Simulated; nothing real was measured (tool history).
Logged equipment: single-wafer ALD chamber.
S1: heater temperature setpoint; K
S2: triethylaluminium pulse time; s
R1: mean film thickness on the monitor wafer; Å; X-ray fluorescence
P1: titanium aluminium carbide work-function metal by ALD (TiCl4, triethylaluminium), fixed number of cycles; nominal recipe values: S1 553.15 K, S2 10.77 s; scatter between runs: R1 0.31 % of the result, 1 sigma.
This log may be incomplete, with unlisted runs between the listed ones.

run   hour      S1     S2      R1
  1    5.4  553.15  10.77  18.982
  2   12.7  553.15   3.59  13.853
  3   18.1  553.15  10.77   19.02
  4   24.9  553.15  17.89  19.545
  5   32.9  553.15  10.77  18.983
  6   37.5  576.15  10.77  20.992
  7   45.9  553.15  10.77  19.027
  8   51.2  570.15   3.99  15.781
  9   55.9  571.15   7.69  19.747
 10   64.3  553.15  10.77  19.048
 11   70.1  571.15  17.62  21.045
 12   76.8  529.15  10.77  16.905
 13   82.6  553.15  10.77  18.955
 14   89.5  553.15  10.77  18.868
 15   96.4  553.15  10.77  18.896
 16  105.1  553.15  10.77  18.663
 17  111.9  553.15  10.77  18.815
 18  115.9  553.15  10.77  18.733
 19  123.6  553.15  10.77  18.625
 20  130.8  553.15  10.77  18.659

Run 21 is up next; what results do you expect?
 21  138.9  553.15  10.77   ?

R1: 18.493 Å
